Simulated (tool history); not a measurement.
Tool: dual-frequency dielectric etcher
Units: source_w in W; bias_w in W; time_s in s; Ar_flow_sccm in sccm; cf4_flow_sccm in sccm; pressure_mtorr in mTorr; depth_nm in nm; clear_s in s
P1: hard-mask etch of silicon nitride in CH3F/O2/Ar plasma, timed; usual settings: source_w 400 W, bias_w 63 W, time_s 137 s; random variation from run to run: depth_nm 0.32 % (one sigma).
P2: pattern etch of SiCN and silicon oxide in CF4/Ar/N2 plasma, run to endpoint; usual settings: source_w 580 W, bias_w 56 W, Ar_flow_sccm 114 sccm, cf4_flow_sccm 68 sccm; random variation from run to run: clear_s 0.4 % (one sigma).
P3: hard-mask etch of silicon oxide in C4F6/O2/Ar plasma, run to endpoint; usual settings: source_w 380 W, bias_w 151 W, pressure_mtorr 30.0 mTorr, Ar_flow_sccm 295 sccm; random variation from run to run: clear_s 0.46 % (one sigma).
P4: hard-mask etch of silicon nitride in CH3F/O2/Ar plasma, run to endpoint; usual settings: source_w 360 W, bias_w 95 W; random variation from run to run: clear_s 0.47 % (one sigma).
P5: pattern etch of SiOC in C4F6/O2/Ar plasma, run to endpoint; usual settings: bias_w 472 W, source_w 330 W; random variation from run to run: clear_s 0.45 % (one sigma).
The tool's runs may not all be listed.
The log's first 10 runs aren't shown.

run,day,process,source_w,bias_w,time_s,Ar_flow_sccm,cf4_flow_sccm,pressure_mtorr,hours since the last wet clean,hours since the last source power generator calibration,hours since the last bias power generator calibration,depth_nm,clear_s
11,2.812,P5,330,472,,,,,415.6,1633.1,618.1,,14.922
12,3.146,P1,400,63,137,,,,423.6,1641.1,626.1,93.666,
13,3.429,P3,380,151,,370,,30.0,430.4,1647.9,632.9,,94.442
14,3.608,P3,380,151,,295,,39.5,434.7,1652.2,637.2,,94.032
15,3.796,P5,260,472,,,,,439.2,1656.7,641.7,,16.351
16,3.954,P2,580,56,,114,68,,443.0,1660.5,645.5,,14.608
17,4.133,P3,380,151,,295,,30.0,447.3,1664.8,649.8,,91.703
18,4.396,P2,580,56,,146,68,,453.6,1671.1,656.1,,15.213
19,4.717,P1,400,77,137,,,,461.3,1678.8,663.8,100.220,
20,4.867,P2,360,56,,114,68,,464.9,1682.4,667.4,,22.125
21,5.038,P3,380,101,,295,,30.0,469.0,1686.5,671.5,,103.020
22,5.258,P2,580,56,,114,85,,474.3,1691.8,676.8,,14.103
23,5.442,P1,400,63,137,,,,478.7,1696.2,681.2,93.423,
24,5.629,P1,400,63,137,,,,483.2,1700.7,685.7,93.596,
25,5.938,P1,400,63,137,,,,490.6,1708.1,693.1,93.699,
26,6.088,P3,260,151,,295,,30.0,494.2,1711.7,696.7,,106.040
27,6.246,P1,400,63,78,,,,498.0,1715.5,700.5,53.326,
28,6.483,P1,550,63,180,,,,503.7,1721.2,706.2,138.610,

Run 29 comes next. What will it give?
29,6.775,P1,400,63,137,,,,510.7,1728.2,713.2,?,

depth_nm: 93.418 nm
